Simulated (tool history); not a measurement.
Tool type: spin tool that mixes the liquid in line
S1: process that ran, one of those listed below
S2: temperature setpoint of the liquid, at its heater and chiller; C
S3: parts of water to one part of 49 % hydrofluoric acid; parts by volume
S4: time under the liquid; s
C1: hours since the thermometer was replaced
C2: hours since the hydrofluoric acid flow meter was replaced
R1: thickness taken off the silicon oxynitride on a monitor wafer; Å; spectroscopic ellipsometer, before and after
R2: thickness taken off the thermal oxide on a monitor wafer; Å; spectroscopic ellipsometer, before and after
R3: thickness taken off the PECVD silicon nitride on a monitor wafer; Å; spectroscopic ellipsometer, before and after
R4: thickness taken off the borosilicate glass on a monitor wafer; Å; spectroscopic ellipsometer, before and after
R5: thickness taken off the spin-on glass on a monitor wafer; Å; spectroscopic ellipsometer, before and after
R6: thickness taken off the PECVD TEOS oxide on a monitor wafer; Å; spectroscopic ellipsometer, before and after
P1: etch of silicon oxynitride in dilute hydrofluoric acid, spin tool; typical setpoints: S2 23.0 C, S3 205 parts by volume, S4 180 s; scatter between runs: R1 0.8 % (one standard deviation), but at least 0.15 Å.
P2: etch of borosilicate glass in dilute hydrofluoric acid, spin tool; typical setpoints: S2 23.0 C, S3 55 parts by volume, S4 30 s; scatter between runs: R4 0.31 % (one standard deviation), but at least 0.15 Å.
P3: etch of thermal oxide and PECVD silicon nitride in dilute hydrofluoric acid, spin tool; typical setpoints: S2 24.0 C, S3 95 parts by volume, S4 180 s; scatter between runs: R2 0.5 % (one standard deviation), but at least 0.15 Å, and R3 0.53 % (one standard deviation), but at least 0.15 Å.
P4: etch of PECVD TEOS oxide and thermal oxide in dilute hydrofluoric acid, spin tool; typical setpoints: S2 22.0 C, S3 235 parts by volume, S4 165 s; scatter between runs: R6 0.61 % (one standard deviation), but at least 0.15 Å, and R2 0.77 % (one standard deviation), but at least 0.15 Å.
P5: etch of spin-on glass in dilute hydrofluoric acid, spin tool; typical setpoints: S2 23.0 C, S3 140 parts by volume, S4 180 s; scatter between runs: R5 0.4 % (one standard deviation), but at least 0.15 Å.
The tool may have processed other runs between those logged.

run 1 day=0.342 | S1=P1 S2=23.0 S3=205 S4=180 | C1=615.7 C2=1011.6 | R1=30.0690
run 2 day=0.829 | S1=P3 S2=24.0 S3=25 S4=180 | C1=627.4 C2=1023.3 | R2=356.860 R3=173.760
run 3 day=1.442 | S1=P2 S2=23.0 S3=55 S4=30 | C1=642.1 C2=1038.0 | R4=309.44
run 4 day=2.108 | S1=P5 S2=23.0 S3=25 S4=180 | C1=658.1 C2=1054.0 | R5=3835.80
run 5 day=2.467 | S1=P3 S2=24.0 S3=95 S4=290 | C1=666.7 C2=1062.6 | R2=137.710 R3=75.879
run 6 day=2.821 | S1=P5 S2=23.0 S3=140 S4=180 | C1=675.2 C2=1071.1 | R5=591.52
run 7 day=3.542 | S1=P1 S2=23.0 S3=130 S4=180 | C1=692.5 C2=1088.4 | R1=50.6280
run 8 day=3.954 | S1=P4 S2=22.0 S3=235 S4=165 | C1=702.4 C2=1098.3 | R2=25.199 R6=48.490
run 9 day=4.683 | S1=P1 S2=17.0 S3=320 S4=180 | C1=719.9 C2=1115.8 | R1=13.8710
run 10 day=5.304 | S1=P5 S2=23.0 S3=140 S4=180 | C1=734.8 C2=1130.7 | R5=588.41
run 11 day=6.046 | S1=P2 S2=30.5 S3=55 S4=30 | C1=752.6 C2=1148.5 | R4=417.89
run 12 day=6.783 | S1=P1 S2=23.0 S3=205 S4=180 | C1=770.3 C2=1166.2 | R1=30.5100
run 13 day=7.396 | S1=P1 S2=23.0 S3=205 S4=40 | C1=785.0 C2=1180.9 | R1=6.7138
run 14 day=7.771 | S1=P4 S2=22.0 S3=235 S4=330 | C1=794.0 C2=1189.9 | R2=51.472 R6=97.044
run 15 day=8.333 | S1=P4 S2=25.5 S3=235 S4=165 | C1=807.5 C2=1203.4 | R2=29.348 R6=55.041
run 16 day=9.058 | S1=P2 S2=23.0 S3=55 S4=15 | C1=824.9 C2=1220.8 | R4=155.63
run 17 day=9.638 | S1=P3 S2=17.0 S3=95 S4=180 | C1=838.8 C2=1234.7 | R2=64.209 R3=29.173
run 18 day=10.288 | S1=P1 S2=23.0 S3=205 S4=180 | C1=854.4 C2=1250.3 | R1=29.9000
run 19 day=11.038 | S1=P1 S2=23.0 S3=350 S4=180 | C1=872.4 C2=1268.3 | R1=16.4580
run 20 day=11.604 | S1=P1 S2=23.0 S3=205 S4=275 | C1=886.0 C2=1281.9 | R1=46.2700
run 21 day=12.362 | S1=P4 S2=22.0 S3=45 S4=165 | C1=904.2 C2=1300.1 | R2=166.180 R6=311.780
run 22 day=12.988 | S1=P2 S2=23.0 S3=95 S4=30 | C1=919.2 C2=1315.1 | R4=170.70
run 23 day=13.425 | S1=P1 S2=17.0 S3=75 S4=180 | C1=929.7 C2=1325.6 | R1=67.4520
run 24 day=14.138 | S1=P1 S2=27.0 S3=205 S4=180 | C1=946.8 C2=1342.7 | R1=36.2230
run 25 day=14.608 | S1=P5 S2=27.5 S3=140 S4=180 | C1=958.1 C2=1354.0 | R5=705.91
run 26 day=15.125 | S1=P3 S2=24.0 S3=95 S4=180 | C1=970.5 C2=1366.4 | R2=85.436 R3=47.159
run 27 day=15.862 | S1=P5 S2=23.0 S3=140 S4=70 | C1=988.2 C2=1384.1 | R5=230.48
run 28 day=16.312 | S1=P1 S2=23.0 S3=205 S4=180 | C1=999.0 C2=1394.9 | R1=30.3750
run 29 day=17.075 | S1=P1 S2=17.0 S3=205 S4=180 | C1=1017.3 C2=1413.2 | R1=23.2100
run 30 day=17.425 | S1=P1 S2=23.0 S3=205 S4=180 | C1=1025.7 C2=1421.6 | R1=30.4030
run 31 day=18.133 | S1=P1 S2=23.0 S3=205 S4=180 | C1=1042.7 C2=1438.6 | R1=29.2060

Expected results for the next run?
run 32 day=18.788 | S1=P1 S2=23.0 S3=205 S4=180 | C1=1058.4 C2=1454.3 | R1=?

R1: 29.0180 Å

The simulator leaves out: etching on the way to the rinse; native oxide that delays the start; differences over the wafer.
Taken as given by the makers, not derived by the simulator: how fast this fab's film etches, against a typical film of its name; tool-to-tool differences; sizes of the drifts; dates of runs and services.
